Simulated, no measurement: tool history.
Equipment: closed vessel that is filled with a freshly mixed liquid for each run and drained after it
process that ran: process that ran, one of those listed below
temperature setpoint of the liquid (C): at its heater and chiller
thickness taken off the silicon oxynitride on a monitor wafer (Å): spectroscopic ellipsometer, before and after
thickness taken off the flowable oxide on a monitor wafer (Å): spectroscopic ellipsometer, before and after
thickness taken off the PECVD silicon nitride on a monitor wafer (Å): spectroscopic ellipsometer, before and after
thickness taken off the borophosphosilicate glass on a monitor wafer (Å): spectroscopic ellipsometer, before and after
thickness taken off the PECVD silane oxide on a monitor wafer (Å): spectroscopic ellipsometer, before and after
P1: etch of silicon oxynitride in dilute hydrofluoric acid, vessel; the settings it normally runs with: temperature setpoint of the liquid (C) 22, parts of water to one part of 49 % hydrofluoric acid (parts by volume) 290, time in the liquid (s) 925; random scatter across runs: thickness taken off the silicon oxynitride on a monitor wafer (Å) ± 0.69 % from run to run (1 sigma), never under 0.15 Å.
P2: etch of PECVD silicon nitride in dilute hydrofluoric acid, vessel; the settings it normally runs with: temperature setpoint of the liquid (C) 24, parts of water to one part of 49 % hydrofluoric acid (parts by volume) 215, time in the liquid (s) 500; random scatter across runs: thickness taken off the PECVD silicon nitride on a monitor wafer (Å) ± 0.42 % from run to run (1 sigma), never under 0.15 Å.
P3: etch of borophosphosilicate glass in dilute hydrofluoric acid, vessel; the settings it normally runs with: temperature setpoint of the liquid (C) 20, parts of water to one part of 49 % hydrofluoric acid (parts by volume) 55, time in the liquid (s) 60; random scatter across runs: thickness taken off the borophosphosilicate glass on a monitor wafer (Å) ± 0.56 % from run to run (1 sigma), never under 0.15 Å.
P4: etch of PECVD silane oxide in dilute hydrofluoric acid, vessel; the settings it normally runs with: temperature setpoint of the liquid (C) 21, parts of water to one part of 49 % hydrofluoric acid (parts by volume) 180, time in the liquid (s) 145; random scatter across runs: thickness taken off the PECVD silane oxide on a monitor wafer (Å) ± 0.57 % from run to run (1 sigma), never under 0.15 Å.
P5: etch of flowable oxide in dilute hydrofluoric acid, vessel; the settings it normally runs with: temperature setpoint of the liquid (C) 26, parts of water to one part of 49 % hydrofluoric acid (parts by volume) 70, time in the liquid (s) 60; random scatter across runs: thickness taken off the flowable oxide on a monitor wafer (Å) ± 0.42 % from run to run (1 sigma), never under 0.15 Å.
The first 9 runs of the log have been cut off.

run     day  process that ran  temperature setpoint of the liquid (C)  parts of water to one part of 49 % hydrofluoric acid (parts by volume)  time in the liquid (s)  hours since the thermometer was replaced  hours since the hydrofluoric acid flow meter was replaced  thickness taken off the silicon oxynitride on a monitor wafer (Å)  thickness taken off the flowable oxide on a monitor wafer (Å)  thickness taken off the PECVD silicon nitride on a monitor wafer (Å)  thickness taken off the borophosphosilicate glass on a monitor wafer (Å)  thickness taken off the PECVD silane oxide on a monitor wafer (Å)
 10   4.279                P3                                      20                                                                      55                      30                                      25.4                                                     1125.5                                                                                                                                                                                                                                                                            219.05
 11   4.629                P1                                      22                                                                     290                    1590                                      33.8                                                     1133.9                                                             71.976
 12    5.15                P3                                      20                                                                      25                      60                                      46.3                                                     1146.4                                                                                                                                                                                                                                                                            1000.5
 13   5.483                P3                                      20                                                                      55                      60                                      54.3                                                     1154.4                                                                                                                                                                                                                                                                            438.31
 14   5.808                P1                                      22                                                                     190                    1770                                      62.1                                                     1162.2                                                             129.83
 15   6.158                P5                                      26                                                                      40                      60                                      70.5                                                     1170.6                                                                                                                            388.34
 16    6.65                P5                                      26                                                                      70                      95                                      82.3                                                     1182.4                                                                                                                            339.31
 17       7                P1                                      30                                                                     290                     925                                      90.7                                                     1190.8                                                             58.329
 18   7.267                P4                                      21                                                                     180                     145                                      97.1                                                     1197.2                                                                                                                                                                                                                                                                                                                                               261.09
 19   7.604                P1                                    17.5                                                                     290                     925                                     105.2                                                     1205.3                                                             33.674
 20   8.154                P4                                      21                                                                      95                     145                                     118.4                                                     1218.5                                                                                                                                                                                                                                                                                                                                               545.87
 21   8.546                P2                                      24                                                                     215                     915                                     127.8                                                     1227.9                                                                                                                                                                                                  231.94
 22   9.062                P5                                      26                                                                      70                      60                                     140.2                                                     1240.3                                                                                                                            212.21
 23   9.638                P2                                      24                                                                      80                     500                                       154                                                     1254.1                                                                                                                                                                                                   338.5
 24  10.179                P1                                      22                                                                     290                     925                                       167                                                     1267.1                                                             41.409
 25  10.562                P1                                      22                                                                     290                     925                                     176.2                                                     1276.3                                                             40.691
 26  11.054                P3                                      20                                                                      55                      60                                       188                                                     1288.1                                                                                                                                                                                                                                                                            435.76

Estimate the outcome of run 27 from the log above:
 27  11.554                P4                                      21                                                                     180                      45                                       200                                                     1300.1                                                                                                                                                                                                                                                                                                                                                    ?

Run 27 yielded thickness taken off the PECVD silane oxide on a monitor wafer (Å) 81.632.
